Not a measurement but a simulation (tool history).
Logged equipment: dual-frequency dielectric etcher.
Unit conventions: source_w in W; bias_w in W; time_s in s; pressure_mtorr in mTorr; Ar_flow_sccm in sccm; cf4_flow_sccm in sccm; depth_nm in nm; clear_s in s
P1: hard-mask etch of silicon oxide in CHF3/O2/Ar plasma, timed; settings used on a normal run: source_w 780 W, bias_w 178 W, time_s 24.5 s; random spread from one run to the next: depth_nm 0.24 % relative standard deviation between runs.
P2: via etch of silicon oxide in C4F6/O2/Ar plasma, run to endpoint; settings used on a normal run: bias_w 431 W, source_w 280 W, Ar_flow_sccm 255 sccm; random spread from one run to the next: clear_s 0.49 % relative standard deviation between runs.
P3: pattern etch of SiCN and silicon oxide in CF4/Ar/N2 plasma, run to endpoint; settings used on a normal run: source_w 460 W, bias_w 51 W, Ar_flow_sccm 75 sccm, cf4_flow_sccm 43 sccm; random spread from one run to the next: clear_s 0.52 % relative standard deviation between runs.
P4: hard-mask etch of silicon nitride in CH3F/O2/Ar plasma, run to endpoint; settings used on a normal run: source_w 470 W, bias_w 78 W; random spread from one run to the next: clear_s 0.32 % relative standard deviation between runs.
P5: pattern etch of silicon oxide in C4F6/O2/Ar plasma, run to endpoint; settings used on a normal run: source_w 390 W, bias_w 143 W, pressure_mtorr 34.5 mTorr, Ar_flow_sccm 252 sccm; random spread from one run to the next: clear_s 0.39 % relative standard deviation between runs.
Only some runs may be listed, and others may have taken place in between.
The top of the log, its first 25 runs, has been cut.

run,hour,process,source_w,bias_w,time_s,pressure_mtorr,Ar_flow_sccm,cf4_flow_sccm,hours since the last wet clean,hours since the last source power generator calibration,hours since the last bias power generator calibration,depth_nm,clear_s
# hour 118.4: wet clean of the chamber
26,119.1,P2,230,431,,,255,,0.7,1277.2,2144.6,,52.567
27,123.3,P4,470,78,,,,,4.9,1281.4,2148.8,,65.204
28,127.9,P1,1050,178,24.5,,,,9.5,1286,2153.4,60.547,
29,132.8,P1,780,178,24.5,,,,14.4,1290.9,2158.3,54.199,
30,135.3,P4,470,93,,,,,16.9,1293.4,2160.8,,61.275
31,139.8,P1,780,178,17,,,,21.4,1297.9,2165.3,37.492,
32,143.9,P1,780,178,36.5,,,,25.5,1302,2169.4,80.891,
33,148,P3,650,51,,,75,43,29.6,1306.1,2173.5,,11.852
34,153.6,P3,460,51,,,75,43,35.2,1311.7,2179.1,,16.11
35,157.2,P1,780,178,24.5,,,,38.8,1315.3,2182.7,54.268,
36,161.5,P1,780,178,24.5,,,,43.1,1319.6,2187,53.555,
37,165.6,P1,780,178,24.5,,,,47.2,1323.7,2191.1,53.427,

Run 38 is up next; what results do you expect?
# hour 168.2: wet clean of the chamber
38,168.3,P1,780,178,24.5,,,,0.1,1326.4,2193.8,?,

depth_nm: 53.584 nm
